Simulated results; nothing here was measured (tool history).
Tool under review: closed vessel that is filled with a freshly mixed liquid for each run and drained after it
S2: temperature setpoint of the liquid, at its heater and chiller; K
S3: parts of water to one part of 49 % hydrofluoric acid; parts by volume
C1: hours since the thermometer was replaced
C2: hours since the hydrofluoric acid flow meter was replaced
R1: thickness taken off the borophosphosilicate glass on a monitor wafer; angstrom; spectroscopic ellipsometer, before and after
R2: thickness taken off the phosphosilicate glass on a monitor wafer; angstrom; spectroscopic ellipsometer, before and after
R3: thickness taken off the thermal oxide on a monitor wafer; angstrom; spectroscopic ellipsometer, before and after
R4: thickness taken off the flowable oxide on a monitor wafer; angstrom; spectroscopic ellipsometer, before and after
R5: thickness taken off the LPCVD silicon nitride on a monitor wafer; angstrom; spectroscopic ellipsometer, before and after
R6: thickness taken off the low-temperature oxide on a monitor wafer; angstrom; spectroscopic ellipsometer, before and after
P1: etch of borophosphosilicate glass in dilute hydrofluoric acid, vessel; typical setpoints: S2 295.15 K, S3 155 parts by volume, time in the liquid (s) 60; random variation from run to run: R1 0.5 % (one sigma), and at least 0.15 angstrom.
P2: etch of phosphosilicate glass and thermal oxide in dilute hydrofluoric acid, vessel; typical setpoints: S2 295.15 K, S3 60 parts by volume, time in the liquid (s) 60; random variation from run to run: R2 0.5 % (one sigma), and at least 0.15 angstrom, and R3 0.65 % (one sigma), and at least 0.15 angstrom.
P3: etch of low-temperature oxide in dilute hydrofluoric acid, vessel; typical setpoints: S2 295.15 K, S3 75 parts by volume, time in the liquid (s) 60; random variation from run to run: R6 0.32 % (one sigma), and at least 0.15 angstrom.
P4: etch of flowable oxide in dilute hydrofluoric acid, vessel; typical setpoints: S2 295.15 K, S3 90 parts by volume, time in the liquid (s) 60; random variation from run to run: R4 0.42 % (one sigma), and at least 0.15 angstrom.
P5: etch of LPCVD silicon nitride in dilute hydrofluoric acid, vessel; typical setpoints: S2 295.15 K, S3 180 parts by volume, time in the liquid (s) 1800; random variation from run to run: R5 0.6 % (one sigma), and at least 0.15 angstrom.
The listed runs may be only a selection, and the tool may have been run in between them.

run 1 day=0.192 | process_that_ran=P1 S2=295.15 S3=155 time_in_the_liquid_(s)=60 | C1=842.7 C2=453.7 | R1=239.07
run 2 day=0.421 | process_that_ran=P2 S2=295.15 S3=60 time_in_the_liquid_(s)=60 | C1=848.2 C2=459.2 | R2=1015.60 R3=46.693
run 3 day=0.725 | process_that_ran=P4 S2=290.15 S3=90 time_in_the_liquid_(s)=60 | C1=855.5 C2=466.5 | R4=127.090
run 4 day=0.996 | process_that_ran=P1 S2=295.15 S3=155 time_in_the_liquid_(s)=30 | C1=862.0 C2=473.0 | R1=119.53
run 5 day=1.283 | process_that_ran=P2 S2=295.15 S3=100 time_in_the_liquid_(s)=60 | C1=868.9 C2=479.9 | R2=580.01 R3=27.043
run 6 day=1.525 | process_that_ran=P5 S2=295.15 S3=100 time_in_the_liquid_(s)=1800 | C1=874.7 C2=485.7 | R5=83.414
run 7 day=1.804 | process_that_ran=P5 S2=295.15 S3=180 time_in_the_liquid_(s)=1800 | C1=881.4 C2=492.4 | R5=47.614
run 8 day=2.050 | process_that_ran=P3 S2=295.15 S3=20 time_in_the_liquid_(s)=60 | C1=887.3 C2=498.3 | R6=1057.10
run 9 day=2.471 | process_that_ran=P1 S2=295.15 S3=155 time_in_the_liquid_(s)=95 | C1=897.4 C2=508.4 | R1=382.21
run 10 day=2.850 | process_that_ran=P4 S2=295.15 S3=50 time_in_the_liquid_(s)=60 | C1=906.5 C2=517.5 | R4=295.890
run 11 day=3.054 | process_that_ran=P4 S2=295.15 S3=90 time_in_the_liquid_(s)=30 | C1=911.4 C2=522.4 | R4=78.012
run 12 day=3.292 | process_that_ran=P1 S2=290.15 S3=155 time_in_the_liquid_(s)=60 | C1=917.1 C2=528.1 | R1=197.41
run 13 day=3.592 | process_that_ran=P3 S2=295.15 S3=75 time_in_the_liquid_(s)=30 | C1=924.3 C2=535.3 | R6=130.92
run 14 day=4.021 | process_that_ran=P3 S2=295.15 S3=75 time_in_the_liquid_(s)=60 | C1=934.6 C2=545.6 | R6=262.81
run 15 day=4.429 | process_that_ran=P1 S2=300.15 S3=155 time_in_the_liquid_(s)=105 | C1=944.4 C2=555.4 | R1=512.67
run 16 day=4.817 | process_that_ran=P5 S2=295.15 S3=180 time_in_the_liquid_(s)=3045 | C1=953.7 C2=564.7 | R5=79.347
run 17 day=5.196 | process_that_ran=P2 S2=295.15 S3=60 time_in_the_liquid_(s)=30 | C1=962.8 C2=573.8 | R2=512.43 R3=23.239
run 18 day=5.529 | process_that_ran=P1 S2=295.15 S3=75 time_in_the_liquid_(s)=60 | C1=970.8 C2=581.8 | R1=542.72
run 19 day=5.721 | process_that_ran=P1 S2=295.15 S3=155 time_in_the_liquid_(s)=60 | C1=975.4 C2=586.4 | R1=240.37
run 20 day=6.096 | process_that_ran=P1 S2=299.65 S3=155 time_in_the_liquid_(s)=60 | C1=984.4 C2=595.4 | R1=287.20
run 21 day=6.417 | process_that_ran=P2 S2=290.15 S3=60 time_in_the_liquid_(s)=60 | C1=992.1 C2=603.1 | R2=818.72 R3=38.070
run 22 day=6.721 | process_that_ran=P4 S2=295.15 S3=90 time_in_the_liquid_(s)=60 | C1=999.4 C2=610.4 | R4=156.540
run 23 day=7.129 | process_that_ran=P1 S2=295.15 S3=155 time_in_the_liquid_(s)=60 | C1=1009.2 C2=620.2 | R1=241.22
run 24 day=7.512 | process_that_ran=P5 S2=299.65 S3=180 time_in_the_liquid_(s)=1800 | C1=1018.4 C2=629.4 | R5=63.329
run 25 day=7.912 | process_that_ran=P1 S2=295.15 S3=245 time_in_the_liquid_(s)=60 | C1=1028.0 C2=639.0 | R1=139.49
-- day=8.033 thermometer replaced
run 26 day=8.112 | process_that_ran=P1 S2=295.15 S3=155 time_in_the_liquid_(s)=60 | C1=2.0 C2=643.8 | R1=241.57
run 27 day=8.388 | process_that_ran=P3 S2=290.15 S3=75 time_in_the_liquid_(s)=60 | C1=8.6 C2=650.4 | R6=212.54
run 28 day=8.583 | process_that_ran=P2 S2=295.15 S3=60 time_in_the_liquid_(s)=60 | C1=13.3 C2=655.1 | R2=1012.80 R3=46.247
run 29 day=8.967 | process_that_ran=P1 S2=295.15 S3=155 time_in_the_liquid_(s)=60 | C1=22.5 C2=664.3 | R1=243.22
run 30 day=9.379 | process_that_ran=P1 S2=295.15 S3=155 time_in_the_liquid_(s)=60 | C1=32.4 C2=674.2 | R1=234.50
run 31 day=9.588 | process_that_ran=P1 S2=295.15 S3=155 time_in_the_liquid_(s)=60 | C1=37.4 C2=679.2 | R1=230.93
run 32 day=9.950 | process_that_ran=P1 S2=295.15 S3=155 time_in_the_liquid_(s)=60 | C1=46.1 C2=687.9 | R1=230.14
run 33 day=10.179 | process_that_ran=P1 S2=295.15 S3=155 time_in_the_liquid_(s)=60 | C1=51.6 C2=693.4 | R1=228.92
run 34 day=10.471 | process_that_ran=P1 S2=295.15 S3=155 time_in_the_liquid_(s)=60 | C1=58.6 C2=700.4 | R1=229.84
run 35 day=10.742 | process_that_ran=P1 S2=295.15 S3=155 time_in_the_liquid_(s)=60 | C1=65.1 C2=706.9 | R1=228.18
run 36 day=11.171 | process_that_ran=P1 S2=295.15 S3=155 time_in_the_liquid_(s)=60 | C1=75.4 C2=717.2 | R1=228.31
run 37 day=11.383 | process_that_ran=P1 S2=295.15 S3=155 time_in_the_liquid_(s)=60 | C1=80.5 C2=722.3 | R1=228.87
run 38 day=11.579 | process_that_ran=P1 S2=295.15 S3=155 time_in_the_liquid_(s)=60 | C1=85.2 C2=727.0 | R1=227.98

The log shows P1 creeping away from where it was. Any of the 2 causes listed here, at the size stated for it, fits the log just as well as the others:
A: hydrofluoric acid flow below the setpoint (%) = 4.88
B: liquid colder than its thermometer reads (K) = 1.5
The creep began at about day 8.967.

4 check runs are offered, one wafer each, their results left as question marks. Which one tells the causes apart?
run check 1 day=11.775 | process_that_ran=P5 S2=295.15 S3=180 time_in_the_liquid_(s)=1800 | R5=?
run check 2 day=11.775 | process_that_ran=P3 S2=295.15 S3=75 time_in_the_liquid_(s)=60 | R6=?
run check 3 day=11.775 | process_that_ran=P4 S2=295.15 S3=90 time_in_the_liquid_(s)=60 | R4=?
run check 4 day=11.775 | process_that_ran=P2 S2=295.15 S3=60 time_in_the_liquid_(s)=60 | R2=? R3=?

Outcome of each check run for each possible cause:
check=check_1 result=R5 if_A=45.152 if_B=42.995
check=check_2 result=R6 if_A=248.65 if_B=246.86
check=check_3 result=R4 if_A=147.630 if_B=146.780
check=check_4 result=R2 if_A=962.63 if_B=954.25
check=check_4 result=R3 if_A=44.333 if_B=43.947
Smallest distance between any two causes, each pair judged by its most separating result, in per cent: check 1 4.9 %; check 2 0.72 %; check 3 0.58 %; check 4 0.87 %
Of the check runs offered, only check 1 discriminates between the causes; the rest would read about the same regardless of which cause applies.

Check 1 has now been run. It gave: R5 42.579 angstrom. Which of the candidate causes is it?

B is the cause: liquid colder than its thermometer reads (K).

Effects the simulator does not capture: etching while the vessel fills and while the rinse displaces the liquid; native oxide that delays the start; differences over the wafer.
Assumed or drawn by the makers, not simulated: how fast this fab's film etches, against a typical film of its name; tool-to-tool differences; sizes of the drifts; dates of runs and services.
